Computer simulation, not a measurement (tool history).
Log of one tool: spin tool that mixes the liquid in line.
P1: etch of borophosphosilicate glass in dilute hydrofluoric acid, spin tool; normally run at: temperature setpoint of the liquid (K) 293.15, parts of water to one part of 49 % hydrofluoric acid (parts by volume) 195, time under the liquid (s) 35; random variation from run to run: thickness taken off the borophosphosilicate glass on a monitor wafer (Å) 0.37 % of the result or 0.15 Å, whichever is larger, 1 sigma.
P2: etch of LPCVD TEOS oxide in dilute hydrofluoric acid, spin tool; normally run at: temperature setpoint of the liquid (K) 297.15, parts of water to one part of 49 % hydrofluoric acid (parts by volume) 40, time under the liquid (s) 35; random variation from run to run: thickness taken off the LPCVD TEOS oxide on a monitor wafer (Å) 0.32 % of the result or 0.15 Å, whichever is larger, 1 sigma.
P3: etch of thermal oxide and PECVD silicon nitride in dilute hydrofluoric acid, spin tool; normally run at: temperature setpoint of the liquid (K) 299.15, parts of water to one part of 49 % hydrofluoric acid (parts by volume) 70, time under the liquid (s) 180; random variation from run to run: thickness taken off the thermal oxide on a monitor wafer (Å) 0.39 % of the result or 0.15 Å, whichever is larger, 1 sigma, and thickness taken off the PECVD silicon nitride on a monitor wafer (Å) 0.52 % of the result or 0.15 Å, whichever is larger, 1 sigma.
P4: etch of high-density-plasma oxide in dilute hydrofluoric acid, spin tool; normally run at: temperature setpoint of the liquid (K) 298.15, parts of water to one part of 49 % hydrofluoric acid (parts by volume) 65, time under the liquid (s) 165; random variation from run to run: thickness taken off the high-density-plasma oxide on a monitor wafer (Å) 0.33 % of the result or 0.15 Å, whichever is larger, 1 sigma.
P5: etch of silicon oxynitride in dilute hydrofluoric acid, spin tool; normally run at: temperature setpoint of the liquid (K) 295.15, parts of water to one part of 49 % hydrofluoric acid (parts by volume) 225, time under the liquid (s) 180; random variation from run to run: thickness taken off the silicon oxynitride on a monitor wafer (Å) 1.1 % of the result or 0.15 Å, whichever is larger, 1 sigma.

| run | hour | process that ran | temperature setpoint of the liquid (K) | parts of water to one part of 49 % hydrofluoric acid (parts by volume) | time under the liquid (s) | hours since the thermometer was replaced | hours since the hydrofluoric acid flow meter was replaced | thickness taken off the borophosphosilicate glass on a monitor wafer (Å) | thickness taken off the LPCVD TEOS oxide on a monitor wafer (Å) | thickness taken off the silicon oxynitride on a monitor wafer (Å) | thickness taken off the thermal oxide on a monitor wafer (Å) | thickness taken off the PECVD silicon nitride on a monitor wafer (Å) | thickness taken off the high-density-plasma oxide on a monitor wafer (Å) |
|---|---|---|---|---|---|---|---|---|---|---|---|---|---|
| 1 | 5 | P1 | 293.15 | 195 | 35 | 105.3 | 155.7 | 59.581 |  |  |  |  |  |
| 2 | 10.4 | P1 | 293.15 | 350 | 35 | 110.7 | 161.1 | 28.727 |  |  |  |  |  |
| 3 | 17 | P2 | 297.15 | 40 | 15 | 117.3 | 167.7 |  | 65.868 |  |  |  |  |
| 4 | 23.9 | P1 | 290.15 | 195 | 35 | 124.2 | 174.6 | 53.131 |  |  |  |  |  |
| 5 | 31.2 | P1 | 293.15 | 195 | 15 | 131.5 | 181.9 | 25.785 |  |  |  |  |  |
| 6 | 36.6 | P1 | 300.65 | 195 | 15 | 136.9 | 187.3 | 34.107 |  |  |  |  |  |
| 7 | 42.7 | P5 | 295.15 | 315 | 180 | 143 | 193.4 |  |  | 14.078 |  |  |  |
| 8 | 51.2 | P5 | 302.15 | 225 | 180 | 151.5 | 201.9 |  |  | 28.395 |  |  |  |
| 9 | 55.9 | P1 | 293.15 | 195 | 35 | 156.2 | 206.6 | 59.668 |  |  |  |  |  |
| 10 | 60.2 | P3 | 293.15 | 70 | 180 | 160.5 | 210.9 |  |  |  | 106.36 | 84.033 |  |
| 11 | 67.1 | P1 | 293.15 | 195 | 65 | 167.4 | 217.8 | 111.3 |  |  |  |  |  |
| 12 | 71.4 | P4 | 298.15 | 110 | 165 | 171.7 | 222.1 |  |  |  |  |  | 97.023 |
| 13 | 79.5 | P4 | 298.15 | 65 | 45 | 179.8 | 230.2 |  |  |  |  |  | 47.699 |
| 14 | 83.9 | P3 | 299.15 | 125 | 180 | 184.2 | 234.6 |  |  |  | 70.573 | 69.723 |  |
| 15 | 91.9 | P5 | 295.15 | 225 | 300 | 192.2 | 242.6 |  |  | 35.496 |  |  |  |
| 16 | 97.8 | P1 | 293.15 | 195 | 35 | 198.1 | 248.5 | 60.426 |  |  |  |  |  |
| 17 | 101.8 | P5 | 295.15 | 225 | 180 | 202.1 | 252.5 |  |  | 20.924 |  |  |  |
| 18 | 109.2 | P3 | 299.15 | 70 | 275 | 209.5 | 259.9 |  |  |  | 206.93 | 190.39 |  |
| 19 | 116 | P1 | 290.15 | 195 | 50 | 216.3 | 266.7 | 75.503 |  |  |  |  |  |
| 20 | 124.9 | P1 | 293.15 | 195 | 35 | 225.2 | 275.6 | 60.196 |  |  |  |  |  |
| 21 | 129.9 | P3 | 299.15 | 70 | 180 | 230.2 | 280.6 |  |  |  | 135.55 | 124.86 |  |
| 22 | 136.5 | P1 | 293.15 | 195 | 35 | 236.8 | 287.2 | 60.284 |  |  |  |  |  |
| 23 | 143.1 | P1 | 296.65 | 195 | 35 | 243.4 | 293.8 | 68.635 |  |  |  |  |  |

The next listed run, before its measurement:
| 24 | 151.7 | P2 | 297.15 | 40 | 35 | 252 | 302.4 |  | ? |  |  |  |  |

Run 24 gave thickness taken off the LPCVD TEOS oxide on a monitor wafer (Å) 154.78.
